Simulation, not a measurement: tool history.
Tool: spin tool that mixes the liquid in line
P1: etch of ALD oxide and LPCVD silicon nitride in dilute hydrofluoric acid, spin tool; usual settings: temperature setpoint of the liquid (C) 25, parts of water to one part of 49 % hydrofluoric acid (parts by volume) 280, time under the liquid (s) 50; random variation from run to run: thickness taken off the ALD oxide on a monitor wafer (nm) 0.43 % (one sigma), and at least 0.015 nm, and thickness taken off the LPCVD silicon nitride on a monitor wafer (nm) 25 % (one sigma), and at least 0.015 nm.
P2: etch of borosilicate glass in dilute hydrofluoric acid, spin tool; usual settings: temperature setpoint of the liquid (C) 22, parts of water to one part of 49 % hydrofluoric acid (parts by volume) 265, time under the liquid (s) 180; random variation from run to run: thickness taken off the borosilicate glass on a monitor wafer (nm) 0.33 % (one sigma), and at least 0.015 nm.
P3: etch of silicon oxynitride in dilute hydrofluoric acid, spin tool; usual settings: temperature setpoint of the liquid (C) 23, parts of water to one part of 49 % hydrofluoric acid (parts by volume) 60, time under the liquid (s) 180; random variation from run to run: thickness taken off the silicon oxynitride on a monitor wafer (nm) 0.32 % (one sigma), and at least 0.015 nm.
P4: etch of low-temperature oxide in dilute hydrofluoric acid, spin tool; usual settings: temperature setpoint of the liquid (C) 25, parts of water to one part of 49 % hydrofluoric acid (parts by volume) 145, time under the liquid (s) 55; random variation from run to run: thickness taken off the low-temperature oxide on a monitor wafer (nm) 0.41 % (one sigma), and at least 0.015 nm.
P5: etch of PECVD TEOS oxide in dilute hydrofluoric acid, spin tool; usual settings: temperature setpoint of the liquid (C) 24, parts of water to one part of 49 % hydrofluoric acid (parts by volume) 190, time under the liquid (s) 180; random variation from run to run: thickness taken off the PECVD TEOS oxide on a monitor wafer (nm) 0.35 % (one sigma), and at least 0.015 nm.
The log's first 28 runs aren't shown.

run     day  process that ran  temperature setpoint of the liquid (C)  parts of water to one part of 49 % hydrofluoric acid (parts by volume)  time under the liquid (s)  hours since the thermometer was replaced  hours since the hydrofluoric acid flow meter was replaced  thickness taken off the ALD oxide on a monitor wafer (nm)  thickness taken off the LPCVD silicon nitride on a monitor wafer (nm)  thickness taken off the silicon oxynitride on a monitor wafer (nm)  thickness taken off the borosilicate glass on a monitor wafer (nm)  thickness taken off the low-temperature oxide on a monitor wafer (nm)  thickness taken off the PECVD TEOS oxide on a monitor wafer (nm)
 29  11.129                P1                                      25                                                                     390                         50                                     871.9                                                     1048.2                                                     3.4149                                                                0.03601
 30  11.625                P5                                      24                                                                     190                         15                                     883.8                                                     1060.1                                                                                                                                                                                                                                                                                                                                                                                                             1.0162
 31      12                P1                                      25                                                                     280                         50                                     892.8                                                     1069.1                                                     5.2427                                                                0.10514
 32  12.467                P1                                      25                                                                     280                         50                                       904                                                     1080.3                                                     5.0406                                                                0.11979
 33  12.825                P1                                      25                                                                     280                         50                                     912.6                                                     1088.9                                                     5.0294                                                               0.059332
 34  13.171                P1                                      25                                                                     280                         50                                     920.9                                                     1097.2                                                     5.0443                                                               0.055959
 35  13.512                P1                                      25                                                                     280                         50                                     929.1                                                     1105.4                                                     4.9704                                                                 0.0823
 36   13.95                P1                                      25                                                                     280                         50                                     939.6                                                     1115.9                                                     4.9808                                                               0.078343
 37  14.329                P1                                      25                                                                     280                         50                                     948.7                                                       1125                                                     4.9514                                                               0.077424

The next listed run, before its measurement:
 38  14.833                P1                                      25                                                                     280                         50                                     960.8                                                     1137.1                                                          ?                                                                      ?

Run 38 gave thickness taken off the ALD oxide on a monitor wafer (nm) 4.9698, thickness taken off the LPCVD silicon nitride on a monitor wafer (nm) 0.058048.
